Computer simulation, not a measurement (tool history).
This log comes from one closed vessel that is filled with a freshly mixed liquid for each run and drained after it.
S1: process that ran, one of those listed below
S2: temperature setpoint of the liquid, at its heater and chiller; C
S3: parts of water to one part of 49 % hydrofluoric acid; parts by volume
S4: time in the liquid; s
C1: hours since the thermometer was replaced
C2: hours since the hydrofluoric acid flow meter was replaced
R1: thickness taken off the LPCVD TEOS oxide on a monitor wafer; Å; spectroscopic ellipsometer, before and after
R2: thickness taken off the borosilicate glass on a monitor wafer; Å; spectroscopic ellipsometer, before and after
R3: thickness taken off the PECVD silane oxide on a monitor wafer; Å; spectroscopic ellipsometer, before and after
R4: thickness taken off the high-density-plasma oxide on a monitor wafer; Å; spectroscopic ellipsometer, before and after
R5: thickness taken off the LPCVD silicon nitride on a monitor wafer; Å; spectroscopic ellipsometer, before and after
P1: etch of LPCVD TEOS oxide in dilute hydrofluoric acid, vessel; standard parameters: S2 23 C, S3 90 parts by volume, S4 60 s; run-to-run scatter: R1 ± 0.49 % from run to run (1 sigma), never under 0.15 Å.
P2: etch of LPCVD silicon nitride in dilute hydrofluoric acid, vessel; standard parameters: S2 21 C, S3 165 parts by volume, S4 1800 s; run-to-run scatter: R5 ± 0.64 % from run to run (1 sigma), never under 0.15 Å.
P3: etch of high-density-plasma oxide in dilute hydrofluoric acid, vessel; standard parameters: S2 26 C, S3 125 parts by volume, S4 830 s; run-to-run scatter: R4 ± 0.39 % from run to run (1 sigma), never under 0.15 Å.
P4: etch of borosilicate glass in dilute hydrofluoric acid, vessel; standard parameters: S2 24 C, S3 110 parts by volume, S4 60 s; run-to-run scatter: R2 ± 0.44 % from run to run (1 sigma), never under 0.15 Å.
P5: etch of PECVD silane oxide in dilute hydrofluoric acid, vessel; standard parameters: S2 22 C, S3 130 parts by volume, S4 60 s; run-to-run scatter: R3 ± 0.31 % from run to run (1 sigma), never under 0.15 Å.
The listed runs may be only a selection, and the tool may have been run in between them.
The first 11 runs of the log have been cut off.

run 12 hour=119.2 | S1=P1 S2=23 S3=120 S4=60 | C1=1384.2 C2=486.7 | R1=259.37
run 13 hour=130.6 | S1=P1 S2=23 S3=90 S4=60 | C1=1395.6 C2=498.1 | R1=358.37
run 14 hour=138.9 | S1=P1 S2=23 S3=90 S4=60 | C1=1403.9 C2=506.4 | R1=358.25
run 15 hour=146.6 | S1=P2 S2=21 S3=165 S4=2620 | C1=1411.6 C2=514.1 | R5=65.637
run 16 hour=159 | S1=P3 S2=26 S3=125 S4=435 | C1=1424 C2=526.5 | R4=195.21
run 17 hour=171.2 | S1=P1 S2=23 S3=90 S4=115 | C1=1436.2 C2=538.7 | R1=684.74
run 18 hour=177.3 | S1=P2 S2=21 S3=165 S4=1800 | C1=1442.3 C2=544.8 | R5=43.703
run 19 hour=186.6 | S1=P1 S2=23 S3=90 S4=60 | C1=1451.6 C2=554.1 | R1=358.88
run 20 hour=196 | S1=P5 S2=22 S3=130 S4=60 | C1=1461 C2=563.5 | R3=151.51
run 21 hour=205.8 | S1=P2 S2=21 S3=255 S4=1800 | C1=1470.8 C2=573.3 | R5=29.087
run 22 hour=214.9 | S1=P1 S2=23 S3=90 S4=30 | C1=1479.9 C2=582.4 | R1=178.35
run 23 hour=227.6 | S1=P5 S2=17 S3=130 S4=60 | C1=1492.6 C2=595.1 | R3=124.39
run 24 hour=240 | S1=P2 S2=21 S3=165 S4=1800 | C1=1505 C2=607.5 | R5=44.59
run 25 hour=249.6 | S1=P3 S2=26 S3=125 S4=830 | C1=1514.6 C2=617.1 | R4=371.28
run 26 hour=259.3 | S1=P5 S2=22 S3=130 S4=30 | C1=1524.3 C2=626.8 | R3=75.776
run 27 hour=267.7 | S1=P1 S2=29 S3=90 S4=105 | C1=1532.7 C2=635.2 | R1=788.81

Run 28 is up next; what results do you expect?
run 28 hour=279.8 | S1=P3 S2=21 S3=125 S4=830 | C1=1544.8 C2=647.3 | R4=?

{"run 28": {"R4": 306.23}}
